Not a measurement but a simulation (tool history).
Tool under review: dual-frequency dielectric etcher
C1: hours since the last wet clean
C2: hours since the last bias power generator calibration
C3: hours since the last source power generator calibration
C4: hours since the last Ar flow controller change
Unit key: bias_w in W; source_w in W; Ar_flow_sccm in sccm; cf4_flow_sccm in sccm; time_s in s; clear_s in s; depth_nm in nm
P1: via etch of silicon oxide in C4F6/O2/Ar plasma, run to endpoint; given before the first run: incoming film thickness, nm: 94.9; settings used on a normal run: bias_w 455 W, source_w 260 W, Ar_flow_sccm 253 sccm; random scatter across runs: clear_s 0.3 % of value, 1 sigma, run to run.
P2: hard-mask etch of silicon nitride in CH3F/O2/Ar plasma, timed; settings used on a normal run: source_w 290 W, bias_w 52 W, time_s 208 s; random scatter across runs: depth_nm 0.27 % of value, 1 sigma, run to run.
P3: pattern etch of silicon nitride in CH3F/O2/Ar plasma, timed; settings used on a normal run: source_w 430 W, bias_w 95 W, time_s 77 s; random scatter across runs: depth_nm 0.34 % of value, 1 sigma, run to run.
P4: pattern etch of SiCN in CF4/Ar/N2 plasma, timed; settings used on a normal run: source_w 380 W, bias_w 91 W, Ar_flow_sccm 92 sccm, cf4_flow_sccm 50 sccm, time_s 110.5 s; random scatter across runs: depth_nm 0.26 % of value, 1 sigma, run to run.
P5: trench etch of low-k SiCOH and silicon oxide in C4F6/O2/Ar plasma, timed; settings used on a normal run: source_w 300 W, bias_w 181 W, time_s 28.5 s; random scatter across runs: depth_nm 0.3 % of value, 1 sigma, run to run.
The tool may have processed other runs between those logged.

run 1 hour=9.5 | process=P1 bias_w=455 source_w=260 Ar_flow_sccm=253 | C1=150.8 C2=809.4 C3=3346.5 C4=1961.4 | clear_s=25.846
run 2 hour=26.6 | process=P1 bias_w=455 source_w=260 Ar_flow_sccm=355 | C1=167.9 C2=826.5 C3=3363.6 C4=1978.5 | clear_s=26.804
run 3 hour=44.9 | process=P4 bias_w=91 source_w=380 Ar_flow_sccm=127 cf4_flow_sccm=50 time_s=110.5 | C1=186.2 C2=844.8 C3=3381.9 C4=1996.8 | depth_nm=81.233
run 4 hour=54.1 | process=P3 bias_w=95 source_w=430 time_s=77 | C1=195.4 C2=854 C3=3391.1 C4=2006 | depth_nm=62.532
run 5 hour=67.4 | process=P1 bias_w=455 source_w=210 Ar_flow_sccm=253 | C1=208.7 C2=867.3 C3=3404.4 C4=2019.3 | clear_s=27.777
run 6 hour=78.6 | process=P3 bias_w=95 source_w=430 time_s=102 | C1=219.9 C2=878.5 C3=3415.6 C4=2030.5 | depth_nm=82.645
run 7 hour=94.1 | process=P1 bias_w=623 source_w=310 Ar_flow_sccm=253 | C1=235.4 C2=894 C3=3431.1 C4=2046 | clear_s=21.431
run 8 hour=102.7 | process=P4 bias_w=91 source_w=380 Ar_flow_sccm=92 cf4_flow_sccm=50 time_s=110.5 | C1=244 C2=902.6 C3=3439.7 C4=2054.6 | depth_nm=85.551
run 9 hour=116 | process=P2 bias_w=52 source_w=290 time_s=269 | C1=257.3 C2=915.9 C3=3453 C4=2067.9 | depth_nm=146.48
run 10 hour=128.3 | process=P5 bias_w=233 source_w=300 time_s=28.5 | C1=269.6 C2=928.2 C3=3465.3 C4=2080.2 | depth_nm=83.246
run 11 hour=144.3 | process=P1 bias_w=455 source_w=260 Ar_flow_sccm=253 | C1=285.6 C2=944.2 C3=3481.3 C4=2096.2 | clear_s=25.659
run 12 hour=154.4 | process=P3 bias_w=95 source_w=300 time_s=77 | C1=295.7 C2=954.3 C3=3491.4 C4=2106.3 | depth_nm=54.648
run 13 hour=172.1 | process=P4 bias_w=91 source_w=380 Ar_flow_sccm=92 cf4_flow_sccm=50 time_s=110.5 | C1=313.4 C2=972 C3=3509.1 C4=2124 | depth_nm=85.333
run 14 hour=183.1 | process=P3 bias_w=95 source_w=430 time_s=77 | C1=324.4 C2=983 C3=3520.1 C4=2135 | depth_nm=62.115
run 15 hour=200.6 | process=P2 bias_w=52 source_w=290 time_s=208 | C1=341.9 C2=1000.5 C3=3537.6 C4=2152.5 | depth_nm=112.38
run 16 hour=217.4 | process=P4 bias_w=59 source_w=380 Ar_flow_sccm=92 cf4_flow_sccm=50 time_s=110.5 | C1=358.7 C2=1017.3 C3=3554.4 C4=2169.3 | depth_nm=72.668
run 17 hour=230 | process=P4 bias_w=91 source_w=380 Ar_flow_sccm=92 cf4_flow_sccm=50 time_s=68.5 | C1=371.3 C2=1029.9 C3=3567 C4=2181.9 | depth_nm=52.853
run 18 hour=242.6 | process=P5 bias_w=181 source_w=300 time_s=28.5 | C1=383.9 C2=1042.5 C3=3579.6 C4=2194.5 | depth_nm=76.44
run 19 hour=250.8 | process=P1 bias_w=338 source_w=260 Ar_flow_sccm=253 | C1=392.1 C2=1050.7 C3=3587.8 C4=2202.7 | clear_s=28.817
run 20 hour=268.4 | process=P2 bias_w=70 source_w=290 time_s=208 | C1=409.7 C2=1068.3 C3=3605.4 C4=2220.3 | depth_nm=124.56
run 21 hour=283.5 | process=P4 bias_w=91 source_w=380 Ar_flow_sccm=92 cf4_flow_sccm=31 time_s=110.5 | C1=424.8 C2=1083.4 C3=3620.5 C4=2235.4 | depth_nm=79.42
run 22 hour=298.3 | process=P5 bias_w=181 source_w=220 time_s=28.5 | C1=439.6 C2=1098.2 C3=3635.3 C4=2250.2 | depth_nm=68.259
run 23 hour=306.7 | process=P5 bias_w=181 source_w=300 time_s=39 | C1=448 C2=1106.6 C3=3643.7 C4=2258.6 | depth_nm=104.97
run 24 hour=317.5 | process=P2 bias_w=52 source_w=230 time_s=208 | C1=458.8 C2=1117.4 C3=3654.5 C4=2269.4 | depth_nm=102.68
run 25 hour=334.6 | process=P1 bias_w=455 source_w=260 Ar_flow_sccm=253 | C1=475.9 C2=1134.5 C3=3671.6 C4=2286.5 | clear_s=25.829
-- hour=335.6 wet clean of the chamber
run 26 hour=351.5 | process=P1 bias_w=552 source_w=260 Ar_flow_sccm=253 | C1=15.9 C2=1151.4 C3=3688.5 C4=2303.4 | clear_s=23.936
run 27 hour=364.7 | process=P3 bias_w=130 source_w=430 time_s=77 | C1=29.1 C2=1164.6 C3=3701.7 C4=2316.6 | depth_nm=69.911
run 28 hour=380.7 | process=P1 bias_w=455 source_w=260 Ar_flow_sccm=253 | C1=45.1 C2=1180.6 C3=3717.7 C4=2332.6 | clear_s=25.729
run 29 hour=393.1 | process=P1 bias_w=455 source_w=260 Ar_flow_sccm=153 | C1=57.5 C2=1193 C3=3730.1 C4=2345 | clear_s=24.53
run 30 hour=401.7 | process=P4 bias_w=91 source_w=480 Ar_flow_sccm=92 cf4_flow_sccm=50 time_s=110.5 | C1=66.1 C2=1201.6 C3=3738.7 C4=2353.6 | depth_nm=104.82
run 31 hour=417.3 | process=P1 bias_w=455 source_w=320 Ar_flow_sccm=253 | C1=81.7 C2=1217.2 C3=3754.3 C4=2369.2 | clear_s=23.883
run 32 hour=436.1 | process=P2 bias_w=52 source_w=290 time_s=208 | C1=100.5 C2=1236 C3=3773.1 C4=2388 | depth_nm=112.83
run 33 hour=451 | process=P1 bias_w=455 source_w=260 Ar_flow_sccm=253 | C1=115.4 C2=1250.9 C3=3788 C4=2402.9 | clear_s=25.784
run 34 hour=465.8 | process=P1 bias_w=455 source_w=260 Ar_flow_sccm=253 | C1=130.2 C2=1265.7 C3=3802.8 C4=2417.7 | clear_s=25.963
run 35 hour=481 | process=P1 bias_w=455 source_w=260 Ar_flow_sccm=253 | C1=145.4 C2=1280.9 C3=3818 C4=2432.9 | clear_s=26.074
-- hour=494.2 wet clean of the chamber
run 36 hour=495.7 | process=P1 bias_w=455 source_w=260 Ar_flow_sccm=253 | C1=1.5 C2=1295.6 C3=3832.7 C4=2447.6 | clear_s=25.941
run 37 hour=504.6 | process=P1 bias_w=455 source_w=260 Ar_flow_sccm=253 | C1=10.4 C2=1304.5 C3=3841.6 C4=2456.5 | clear_s=26.174
-- hour=507.1 Ar flow controller replaced
run 38 hour=513.2 | process=P1 bias_w=455 source_w=260 Ar_flow_sccm=253 | C1=19 C2=1313.1 C3=3850.2 C4=6.1 | clear_s=26.281
run 39 hour=525.3 | process=P1 bias_w=455 source_w=260 Ar_flow_sccm=253 | C1=31.1 C2=1325.2 C3=3862.3 C4=18.2 | clear_s=26.168
run 40 hour=538.4 | process=P1 bias_w=455 source_w=260 Ar_flow_sccm=253 | C1=44.2 C2=1338.3 C3=3875.4 C4=31.3 | clear_s=26.181

Compared with where it was, what P1 gives has crept away. Each cause listed below fits the log as well as the rest, at the size given for it:
A: source power that arrives under what is set, % = 4
B: bias power that arrives under what is set, % = 3.92
The drift started at roughly hour 451.
Ruled out, with reasons:
chamber walls in a state that lowers the etch rate, %: its service at hour 494.2 followed the start of the drift and did not put the process back to its old value
Ar flow that arrives over what is set, %: its service at hour 507.1 followed the start of the drift and did not put the process back to its old value

Question marks stand in for the results of the 4 check runs listed below, each run on one wafer. Under which run would the listed causes show clearly different results?
run check 1 hour=551.5 | process=P3 bias_w=95 source_w=430 time_s=77 | depth_nm=?
run check 2 hour=551.5 | process=P4 bias_w=91 source_w=380 Ar_flow_sccm=92 cf4_flow_sccm=50 time_s=110.5 | depth_nm=?
run check 3 hour=551.5 | process=P5 bias_w=181 source_w=300 time_s=28.5 | depth_nm=?
run check 4 hour=551.5 | process=P2 bias_w=52 source_w=290 time_s=208 | depth_nm=?

Predicted outcomes, by check and by cause:
check=check_1 result=depth_nm if_A=61.55 if_B=61.602
check=check_2 result=depth_nm if_A=82.298 if_B=83.983
check=check_3 result=depth_nm if_A=75.617 if_B=75.838
check=check_4 result=depth_nm if_A=111.25 if_B=111.55
Per check, the gap between the least separated pair of causes, taken in the result that splits them most: check 1 0.08 %; check 2 2.03 %; check 3 0.29 %; check 4 0.27 %
Of the check runs offered, only check 2 discriminates between the causes; the rest would read about the same regardless of which cause applies.

The results of check 2 are: depth_nm 83.809 nm. Based on these, which of the listed causes is it?

B is the cause: bias power that arrives under what is set, %.

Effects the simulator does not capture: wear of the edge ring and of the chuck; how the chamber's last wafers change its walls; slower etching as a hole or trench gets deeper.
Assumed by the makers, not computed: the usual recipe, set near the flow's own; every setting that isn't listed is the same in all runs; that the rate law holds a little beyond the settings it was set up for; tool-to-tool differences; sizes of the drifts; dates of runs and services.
